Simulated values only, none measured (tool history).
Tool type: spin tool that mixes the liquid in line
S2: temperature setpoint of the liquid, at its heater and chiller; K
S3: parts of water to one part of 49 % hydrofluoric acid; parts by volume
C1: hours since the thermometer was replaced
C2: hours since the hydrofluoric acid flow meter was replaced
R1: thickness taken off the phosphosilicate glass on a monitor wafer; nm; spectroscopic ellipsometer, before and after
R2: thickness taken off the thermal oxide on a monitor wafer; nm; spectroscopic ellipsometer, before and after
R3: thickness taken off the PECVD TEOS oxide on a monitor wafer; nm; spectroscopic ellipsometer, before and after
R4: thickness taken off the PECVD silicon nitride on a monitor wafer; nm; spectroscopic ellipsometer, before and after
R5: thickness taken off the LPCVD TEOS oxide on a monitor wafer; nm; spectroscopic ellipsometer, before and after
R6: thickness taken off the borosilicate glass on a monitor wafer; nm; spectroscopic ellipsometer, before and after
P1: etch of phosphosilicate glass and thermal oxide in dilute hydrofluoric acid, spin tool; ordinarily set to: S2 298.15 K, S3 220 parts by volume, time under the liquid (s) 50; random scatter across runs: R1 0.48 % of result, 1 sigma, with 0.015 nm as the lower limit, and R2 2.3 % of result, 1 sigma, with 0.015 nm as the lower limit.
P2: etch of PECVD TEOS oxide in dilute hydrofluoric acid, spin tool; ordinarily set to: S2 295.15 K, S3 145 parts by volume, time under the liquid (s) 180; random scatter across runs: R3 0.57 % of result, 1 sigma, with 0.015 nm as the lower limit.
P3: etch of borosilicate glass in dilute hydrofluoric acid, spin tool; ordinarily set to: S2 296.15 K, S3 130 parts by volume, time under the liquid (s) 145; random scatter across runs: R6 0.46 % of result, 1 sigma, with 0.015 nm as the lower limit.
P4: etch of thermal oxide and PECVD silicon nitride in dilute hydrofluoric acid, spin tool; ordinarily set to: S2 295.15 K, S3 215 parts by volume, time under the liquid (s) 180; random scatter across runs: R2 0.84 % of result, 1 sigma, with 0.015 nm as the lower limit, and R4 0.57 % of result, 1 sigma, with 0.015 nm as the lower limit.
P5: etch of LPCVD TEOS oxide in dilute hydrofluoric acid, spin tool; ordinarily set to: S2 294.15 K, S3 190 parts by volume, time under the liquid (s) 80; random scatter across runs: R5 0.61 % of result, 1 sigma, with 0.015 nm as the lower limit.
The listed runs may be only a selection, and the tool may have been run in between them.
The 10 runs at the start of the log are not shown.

{"run": 11, "hour": 99.0, "process that ran": "P1", "S2": 298.15, "S3": 220, "time under the liquid (s)": 95, "C1": 404.6, "C2": 898.3, "R1": 64.316, "R2": 1.7903}
{"run": 12, "hour": 109.4, "process that ran": "P1", "S2": 298.15, "S3": 220, "time under the liquid (s)": 50, "C1": 415.0, "C2": 908.7, "R1": 33.932, "R2": 0.91956}
{"run": 13, "hour": 122.3, "process that ran": "P5", "S2": 294.15, "S3": 35, "time under the liquid (s)": 80, "C1": 427.9, "C2": 921.6, "R5": 36.82}
{"run": 14, "hour": 131.6, "process that ran": "P1", "S2": 298.15, "S3": 220, "time under the liquid (s)": 15, "C1": 437.2, "C2": 930.9, "R1": 10.198, "R2": 0.28985}
{"run": 15, "hour": 140.6, "process that ran": "P3", "S2": 296.15, "S3": 130, "time under the liquid (s)": 145, "C1": 446.2, "C2": 939.9, "R6": 31.888}
{"run": 16, "hour": 149.4, "process that ran": "P5", "S2": 294.15, "S3": 190, "time under the liquid (s)": 15, "C1": 455.0, "C2": 948.7, "R5": 1.0689}
{"run": 17, "hour": 161.8, "process that ran": "P5", "S2": 294.15, "S3": 190, "time under the liquid (s)": 80, "C1": 467.4, "C2": 961.1, "R5": 5.7063}
{"run": 18, "hour": 173.3, "process that ran": "P1", "S2": 298.15, "S3": 375, "time under the liquid (s)": 50, "C1": 478.9, "C2": 972.6, "R1": 16.904, "R2": 0.43822}
{"run": 19, "hour": 181.6, "process that ran": "P1", "S2": 298.15, "S3": 220, "time under the liquid (s)": 50, "C1": 487.2, "C2": 980.9, "R1": 33.776, "R2": 0.92502}

Forecast run 20:
{"run": 20, "hour": 193.8, "process that ran": "P4", "S2": 295.15, "S3": 215, "time under the liquid (s)": 180, "C1": 499.4, "C2": 993.1, "R2": "?", "R4": "?"}

R2: 3.14040 nm
R4: 4.2972 nm

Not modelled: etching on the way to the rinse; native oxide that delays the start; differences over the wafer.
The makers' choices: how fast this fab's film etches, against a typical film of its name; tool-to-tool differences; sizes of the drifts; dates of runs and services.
